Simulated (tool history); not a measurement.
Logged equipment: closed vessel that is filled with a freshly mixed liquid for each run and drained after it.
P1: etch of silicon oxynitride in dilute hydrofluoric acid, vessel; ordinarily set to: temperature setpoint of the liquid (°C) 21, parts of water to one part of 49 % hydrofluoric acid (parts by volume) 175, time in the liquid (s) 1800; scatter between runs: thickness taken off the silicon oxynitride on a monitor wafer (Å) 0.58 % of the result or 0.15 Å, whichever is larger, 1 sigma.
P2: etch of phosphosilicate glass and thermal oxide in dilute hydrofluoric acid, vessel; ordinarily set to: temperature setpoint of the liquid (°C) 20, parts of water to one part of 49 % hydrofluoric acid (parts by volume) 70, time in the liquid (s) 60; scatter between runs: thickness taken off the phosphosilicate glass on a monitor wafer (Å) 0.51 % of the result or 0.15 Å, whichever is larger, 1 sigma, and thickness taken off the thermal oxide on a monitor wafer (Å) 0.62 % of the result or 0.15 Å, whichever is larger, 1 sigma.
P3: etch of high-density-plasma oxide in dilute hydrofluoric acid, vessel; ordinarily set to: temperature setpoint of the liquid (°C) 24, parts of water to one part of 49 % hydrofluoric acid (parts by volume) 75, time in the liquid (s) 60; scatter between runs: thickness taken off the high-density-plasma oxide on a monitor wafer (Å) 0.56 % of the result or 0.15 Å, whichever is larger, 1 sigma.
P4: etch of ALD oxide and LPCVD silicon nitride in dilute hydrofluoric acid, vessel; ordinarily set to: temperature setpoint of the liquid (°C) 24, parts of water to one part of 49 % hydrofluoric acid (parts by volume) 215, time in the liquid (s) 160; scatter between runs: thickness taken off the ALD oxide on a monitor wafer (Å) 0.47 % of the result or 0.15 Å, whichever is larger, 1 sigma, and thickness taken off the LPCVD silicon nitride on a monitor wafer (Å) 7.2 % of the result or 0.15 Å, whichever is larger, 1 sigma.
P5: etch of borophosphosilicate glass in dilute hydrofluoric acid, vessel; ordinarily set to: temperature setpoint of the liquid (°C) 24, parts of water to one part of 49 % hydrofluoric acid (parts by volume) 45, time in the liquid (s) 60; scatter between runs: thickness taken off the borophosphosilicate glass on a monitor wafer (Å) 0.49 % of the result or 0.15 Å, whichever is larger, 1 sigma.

run,hour,process that ran,temperature setpoint of the liquid (°C),parts of water to one part of 49 % hydrofluoric acid (parts by volume),time in the liquid (s),thickness taken off the silicon oxynitride on a monitor wafer (Å),thickness taken off the ALD oxide on a monitor wafer (Å),thickness taken off the LPCVD silicon nitride on a monitor wafer (Å),thickness taken off the phosphosilicate glass on a monitor wafer (Å),thickness taken off the thermal oxide on a monitor wafer (Å),thickness taken off the high-density-plasma oxide on a monitor wafer (Å),thickness taken off the borophosphosilicate glass on a monitor wafer (Å)
1,8.7,P1,21,175,1800,143.5,,,,,,
2,19.7,P4,24,375,160,,48.079,2.5525,,,,
3,26.4,P4,24,215,160,,98.551,4.4707,,,,
4,35.4,P2,20,70,60,,,,874.72,36.027,,
5,44.8,P1,27.5,175,1800,194.09,,,,,,
6,50.6,P2,20,30,60,,,,2121.8,86.889,,
7,56.8,P3,29,75,60,,,,,,77.063,
8,65.3,P2,17,70,60,,,,771.18,31.633,,
9,74.6,P1,21,175,1800,145.25,,,,,,
10,87.1,P5,24,45,110,,,,,,,1235.6
11,95.5,P4,24,215,30,,18.448,0.93564,,,,
12,105.5,P3,24,75,105,,,,,,109.61,
13,117.2,P1,26.5,290,1800,102.6,,,,,,
14,127.4,P1,21,175,1800,144.96,,,,,,
15,138.2,P2,20,70,60,,,,871.6,35.975,,
16,144.6,P5,24,20,60,,,,,,,1575.1
17,153.9,P1,21,310,1800,74.762,,,,,,
18,162.4,P1,21,175,2920,235.65,,,,,,
19,169.4,P1,24.5,175,845,79.73,,,,,,
20,176.7,P4,20.5,215,160,,86.992,2.8237,,,,
21,187.7,P1,21,55,1800,504.38,,,,,,
22,198.6,P3,24,75,60,,,,,,61.878,
23,205.4,P2,20,70,30,,,,436.78,18.096,,
24,217.9,P5,18.5,45,60,,,,,,,532.56
25,223.7,P3,24,20,60,,,,,,253.88,
26,229.2,P1,21,175,1800,145.27,,,,,,
27,239.6,P1,21,175,875,70.815,,,,,,
28,246.7,P1,17,175,85,5.5488,,,,,,
29,255.4,P1,17,175,1800,121.33,,,,,,
30,262.9,P5,24,45,60,,,,,,,667.58
31,269.7,P4,24,215,160,,97.928,4.382,,,,
32,275.6,P1,21,175,1800,143.4,,,,,,
33,282.9,P1,21,175,1800,139.58,,,,,,
34,289.8,P1,21,175,1800,136.18,,,,,,
35,301.2,P1,21,175,1800,135.12,,,,,,
36,312.6,P1,21,175,1800,130.97,,,,,,
37,324.7,P1,21,175,1800,132.21,,,,,,
38,333.2,P1,21,175,1800,131.97,,,,,,

The log shows P1 creeping away from where it was. Any of the 2 causes listed here, at the size stated for it, fits the log just as well as the others:
A: liquid colder than its thermometer reads (K) = 2.03
B: hydrofluoric acid flow below the setpoint (%) = 8.12
The creep began at about hour 275.6.

Below are 4 check runs, each on a single wafer, with their results shown as question marks. Which of them would tell the listed causes apart, meaning the causes would give clearly different results under it?
check 1,341.7,P5,21,45,60,,,,,,,?
check 2,341.7,P3,24,20,60,,,,,,?,
check 3,341.7,P4,24,370,160,,?,?,,,,
check 4,341.7,P2,17,70,60,,,,?,?,,

Outcome of each check run for each possible cause:
check,result,if A,if B
check 1,thickness taken off the borophosphosilicate glass on a monitor wafer (Å),541.45,539.76
check 2,thickness taken off the high-density-plasma oxide on a monitor wafer (Å),232.54,232.34
check 3,thickness taken off the ALD oxide on a monitor wafer (Å),45.933,43.886
check 3,thickness taken off the LPCVD silicon nitride on a monitor wafer (Å),2.0791,2.1608
check 4,thickness taken off the phosphosilicate glass on a monitor wafer (Å),701.87,699.41
check 4,thickness taken off the thermal oxide on a monitor wafer (Å),28.895,28.793
Per-check spread between the two closest causes, in the result where they differ most: check 1 0.31 %; check 2 0.09 %; check 3 4.56 %; check 4 0.35 %
Check 3 distinguishes between the causes, while the remaining checks would return nearly the same result for all of them.

With check 3 done, the readings were: thickness taken off the ALD oxide on a monitor wafer (Å) 43.792; thickness taken off the LPCVD silicon nitride on a monitor wafer (Å) 2.6848. Identify which of the listed causes applies.

It is B: hydrofluoric acid flow below the setpoint (%).
